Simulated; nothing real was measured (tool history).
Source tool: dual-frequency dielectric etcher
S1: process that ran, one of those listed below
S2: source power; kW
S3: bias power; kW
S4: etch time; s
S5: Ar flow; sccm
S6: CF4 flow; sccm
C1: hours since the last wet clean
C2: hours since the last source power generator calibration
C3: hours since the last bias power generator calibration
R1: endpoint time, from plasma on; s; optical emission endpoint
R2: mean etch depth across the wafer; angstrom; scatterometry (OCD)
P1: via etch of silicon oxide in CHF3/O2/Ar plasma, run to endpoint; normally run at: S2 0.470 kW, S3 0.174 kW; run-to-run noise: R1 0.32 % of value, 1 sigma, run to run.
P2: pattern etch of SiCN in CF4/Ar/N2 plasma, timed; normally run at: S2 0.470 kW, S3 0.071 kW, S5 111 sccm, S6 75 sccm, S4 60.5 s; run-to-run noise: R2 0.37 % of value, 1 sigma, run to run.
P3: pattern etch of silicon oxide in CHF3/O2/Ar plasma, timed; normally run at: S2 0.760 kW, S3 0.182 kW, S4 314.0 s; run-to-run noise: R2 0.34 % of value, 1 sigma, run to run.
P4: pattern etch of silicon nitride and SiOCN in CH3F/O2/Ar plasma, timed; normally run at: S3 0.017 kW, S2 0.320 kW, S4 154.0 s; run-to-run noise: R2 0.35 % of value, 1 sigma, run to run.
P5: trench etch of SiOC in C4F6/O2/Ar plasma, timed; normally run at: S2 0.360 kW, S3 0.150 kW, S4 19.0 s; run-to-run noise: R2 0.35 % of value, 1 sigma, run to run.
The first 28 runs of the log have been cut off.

| run | hour | S1 | S2 | S3 | S4 | S5 | S6 | C1 | C2 | C3 | R1 | R2 |
|---|---|---|---|---|---|---|---|---|---|---|---|---|
| 29 | 272.0 | P2 | 0.470 | 0.071 | 60.5 | 111 | 92 | 440.2 | 1150.3 | 1074.8 |  | 540.130 |
| 30 | 282.1 | P3 | 0.530 | 0.182 | 314.0 |  |  | 450.3 | 1160.4 | 1084.9 |  | 6082.400 |
| 31 | 289.5 | P1 | 0.290 | 0.227 |  |  |  | 457.7 | 1167.8 | 1092.3 | 429.43 |  |
| 32 | 299.2 | P3 | 0.760 | 0.182 | 314.0 |  |  | 467.4 | 1177.5 | 1102.0 |  | 6978.200 |
| 33 | 307.3 | P1 | 0.470 | 0.174 |  |  |  | 475.5 | 1185.6 | 1110.1 | 391.40 |  |
| 34 | 319.7 | P1 | 0.470 | 0.174 |  |  |  | 487.9 | 1198.0 | 1122.5 | 390.28 |  |
| 35 | 328.8 | P1 | 0.470 | 0.174 |  |  |  | 497.0 | 1207.1 | 1131.6 | 389.85 |  |
| 36 | 335.2 | P1 | 0.470 | 0.174 |  |  |  | 503.4 | 1213.5 | 1138.0 | 389.39 |  |
| 37 | 343.2 | P1 | 0.470 | 0.174 |  |  |  | 511.4 | 1221.5 | 1146.0 | 389.81 |  |
| 38 | 355.3 | P1 | 0.470 | 0.174 |  |  |  | 523.5 | 1233.6 | 1158.1 | 386.89 |  |
| 39 | 366.0 | P1 | 0.470 | 0.174 |  |  |  | 534.2 | 1244.3 | 1168.8 | 384.95 |  |
| 40 | 375.8 | P1 | 0.470 | 0.174 |  |  |  | 544.0 | 1254.1 | 1178.6 | 385.15 |  |
| 41 | 382.7 | P1 | 0.470 | 0.174 |  |  |  | 550.9 | 1261.0 | 1185.5 | 386.42 |  |

Run 42 is up next; what results do you expect?
|  | 382.9 | wet clean of the chamber |
| 42 | 393.5 | P1 | 0.470 | 0.174 |  |  |  | 10.6 | 1271.8 | 1196.3 | ? |  |

{"run 42": {"R1": 386.21}}
